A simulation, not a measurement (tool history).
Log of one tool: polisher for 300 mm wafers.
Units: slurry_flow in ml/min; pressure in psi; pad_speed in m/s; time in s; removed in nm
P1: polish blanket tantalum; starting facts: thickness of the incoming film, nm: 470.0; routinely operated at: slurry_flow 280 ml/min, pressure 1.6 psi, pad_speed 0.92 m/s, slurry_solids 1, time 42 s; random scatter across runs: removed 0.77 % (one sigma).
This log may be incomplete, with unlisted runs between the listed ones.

| run | hour | slurry_flow | pressure | pad_speed | slurry_solids | time | wafers polished on this pad | hours since the slurry nozzle was cleaned | hours since the head pressure was calibrated | hours since the slurry blender was calibrated | removed |
|---|---|---|---|---|---|---|---|---|---|---|---|
| 1 | 13.4 | 280 | 1.6 | 0.92 | 1 | 42 | 670 | 88.7 | 148.6 | 268.2 | 43.474 |
| 2 | 26.6 | 280 | 1.6 | 0.92 | 0.55 | 42 | 868 | 101.9 | 161.8 | 281.4 | 35.527 |
| 3 | 33.4 | 280 | 0.7 | 0.92 | 1 | 42 | 971 | 108.7 | 168.6 | 288.2 | 19.314 |
| 4 | 44.1 | 280 | 1.6 | 0.92 | 1 | 42 | 1132 | 119.4 | 179.3 | 298.9 | 43.843 |
|  | 54.5 | slurry nozzle cleaned |
| 5 | 56.5 | 280 | 1.6 | 0.92 | 1 | 60 | 1318 | 2 | 191.7 | 311.3 | 63.004 |
| 6 | 63.9 | 280 | 1.6 | 0.92 | 1.25 | 42 | 1429 | 9.4 | 199.1 | 318.7 | 46.366 |
| 7 | 75.2 | 280 | 1.6 | 0.6 | 1 | 42 | 1599 | 20.7 | 210.4 | 330 | 28.677 |
| 8 | 89.2 | 280 | 1.6 | 0.92 | 1 | 26 | 1810 | 34.7 | 224.4 | 344 | 27.298 |
| 9 | 103.1 | 280 | 1.6 | 0.92 | 1.45 | 62 | 2019 | 48.6 | 238.3 | 357.9 | 71.169 |
| 10 | 116.3 | 280 | 1.6 | 1.44 | 1 | 42 | 2218 | 61.8 | 251.5 | 371.1 | 67.823 |
| 11 | 127.8 | 280 | 2.5 | 0.92 | 1 | 42 | 2391 | 73.3 | 263 | 382.6 | 68.043 |
|  | 135.5 | slurry blender recalibrated |
| 12 | 143.1 | 280 | 1.6 | 0.92 | 1 | 42 | 2621 | 88.6 | 278.3 | 7.7 | 43.711 |
| 13 | 157.2 | 415 | 1.6 | 0.92 | 1 | 42 | 2833 | 102.7 | 292.4 | 21.8 | 45.55 |
| 14 | 164.3 | 170 | 1.6 | 0.92 | 1 | 42 | 2940 | 109.8 | 299.5 | 28.9 | 40.646 |
| 15 | 178.7 | 280 | 1.6 | 0.92 | 1 | 42 | 3157 | 124.2 | 313.9 | 43.3 | 43.299 |
| 16 | 188.4 | 280 | 1.6 | 0.92 | 1 | 42 | 3302 | 133.9 | 323.6 | 53 | 43.87 |
| 17 | 200.4 | 280 | 1.6 | 0.92 | 1 | 42 | 3483 | 145.9 | 335.6 | 65 | 44.094 |
| 18 | 212.1 | 280 | 1.6 | 0.92 | 1 | 42 | 3659 | 157.6 | 347.3 | 76.7 | 42.398 |
| 19 | 224.2 | 280 | 1.6 | 0.92 | 1 | 42 | 3841 | 169.7 | 359.4 | 88.8 | 40.894 |
| 20 | 235.9 | 280 | 1.6 | 0.92 | 1 | 42 | 4017 | 181.4 | 371.1 | 100.5 | 40.676 |

Run 21, settings as shown, results not yet in. Your forecast:
|  | 242.9 | worn pad replaced by a new one |
|  | 244 | slurry nozzle cleaned |
| 21 | 248.5 | 280 | 1.6 | 0.92 | 1 | 42 | 84 | 4.5 | 383.7 | 113.1 | ? |

removed: 40.868 nm

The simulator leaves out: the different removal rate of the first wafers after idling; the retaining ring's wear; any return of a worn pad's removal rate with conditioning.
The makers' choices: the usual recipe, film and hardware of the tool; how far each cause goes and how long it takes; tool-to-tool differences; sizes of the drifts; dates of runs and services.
